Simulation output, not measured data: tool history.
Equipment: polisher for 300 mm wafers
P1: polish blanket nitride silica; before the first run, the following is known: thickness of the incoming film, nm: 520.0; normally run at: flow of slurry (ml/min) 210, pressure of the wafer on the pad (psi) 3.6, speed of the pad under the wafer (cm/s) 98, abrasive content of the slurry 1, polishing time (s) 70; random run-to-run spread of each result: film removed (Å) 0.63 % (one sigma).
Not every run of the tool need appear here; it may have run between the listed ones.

run,hour,flow of slurry (ml/min),pressure of the wafer on the pad (psi),speed of the pad under the wafer (cm/s),abrasive content of the slurry,polishing time (s),wafers polished on this pad,hours since the slurry nozzle was cleaned,hours since the head pressure was calibrated,hours since the slurry blender was calibrated,hours since the conditioning disc was replaced,film removed (Å)
1,11.1,210,3.6,98,1,70,230,302.2,588.7,47.1,176.1,359.34
2,28.2,210,3.6,98,0.5,70,333,319.3,605.8,64.2,193.2,244.85
3,43.4,210,4.5,98,1,54,424,334.5,621,79.4,208.4,347.59
4,53.4,210,5.3,98,1,70,484,344.5,631,89.4,218.4,529.9
5,67.1,210,3.6,98,1,70,566,358.2,644.7,103.1,232.1,360.35
6,78.1,210,3.6,98,1,105,632,369.2,655.7,114.1,243.1,537.85
7,88.9,210,3.6,98,1.4,70,697,380,666.5,124.9,253.9,407.85
8,105.2,210,3.6,98,1,70,795,396.3,682.8,141.2,270.2,355.94
9,122.1,210,1.6,98,1,70,896,413.2,699.7,158.1,287.1,158.7
10,139.6,125,3.6,98,1,70,1001,430.7,717.2,175.6,304.6,332.91
# hour 146.5: head pressure recalibrated
11,148.3,210,4.6,98,1,48,1053,439.4,1.9,184.3,313.3,311.06
12,163.4,210,3.6,98,1,40,1144,454.5,17,199.4,328.4,204.61
13,177.5,210,3.6,98,1,70,1229,468.6,31.1,213.5,342.5,358.01
14,187.7,210,3.6,152,1,70,1290,478.8,41.3,223.7,352.7,505.26
15,201.6,275,3.6,98,1,70,1373,492.7,55.2,237.6,366.6,365.9
16,215.9,210,3.6,98,1,70,1459,507,69.5,251.9,380.9,355.31
17,231.2,210,3.6,98,1,70,1551,522.3,84.8,267.2,396.2,357.84
18,245.5,210,3.6,60,1,70,1637,536.6,99.1,281.5,410.5,239.68
19,254,210,3.6,98,1,70,1688,545.1,107.6,290,419,357.47
20,264,210,3.6,98,1,70,1748,555.1,117.6,300,429,341.69
21,276.4,210,3.6,98,1,70,1822,567.5,130,312.4,441.4,333.94
22,285.4,210,3.6,98,1,70,1876,576.5,139,321.4,450.4,331.7
# hour 289.6: worn pad replaced by a new one
23,300.5,210,3.6,98,1,70,65,591.6,154.1,336.5,465.5,322.85
# hour 310.3: conditioning disc replaced and pad reconditioned
# hour 313: slurry nozzle cleaned
24,315.1,210,3.6,98,1,70,153,2.2,168.7,351.1,4.9,320.76
25,327,210,3.6,98,1,70,224,14.1,180.6,363,16.8,321.4
26,335.2,210,3.6,98,1,70,274,22.3,188.8,371.2,25,321.29

The output of P1 has drifted from where it used to be. Each of the 2 causes below, taken at the size shown beside it, accounts for the log equally well:
A: head's pressure below its setpoint, % = 10.4
B: abrasive missing from the slurry, % = 20.4
The process output started creeping at around hour 254.
The rest of the possible causes, and what rules out each one:
removal rate lost through wear of the pad, %: work on it at hour 289.6, done after the drift set in, did not restore what the process gave before
slurry flow missing at the pad, %: work on it at hour 313, done after the drift set in, did not restore what the process gave before
time polished since the conditioner stopped cutting, s: work on it at hour 310.3, done after the drift set in, did not restore what the process gave before

Below are 4 check runs, each averaged over 2 wafers, with their results shown as question marks. Which of them would give clearly different results depending on which cause is behind the drift?
check 1,343.4,210,3.6,134,1,104,,,,,,?
check 2,343.4,210,3.6,142,1,70,,,,,,?
check 3,343.4,210,3.6,98,0.55,70,,,,,,?
check 4,343.4,125,3.6,98,1,100,,,,,,?

How each check would come out, cause by cause:
check,result,if A,if B
check 1,film removed (Å),611.14,610.91
check 2,film removed (Å),430.87,430.71
check 3,film removed (Å),233.44,225.69
check 4,film removed (Å),420.5,420.34
Gap, in per cent, between the two causes that each check separates least, read from the result that separates them most: check 1 0.04 %; check 2 0.04 %; check 3 3.38 %; check 4 0.04 %
Only in check 3 would the causes give clearly different results; in the remaining checks their results would be nearly the same.

Check 3 was carried out, with these results: film removed (Å) 225.39. Which of the listed causes is responsible?

It is B: abrasive missing from the slurry, %.
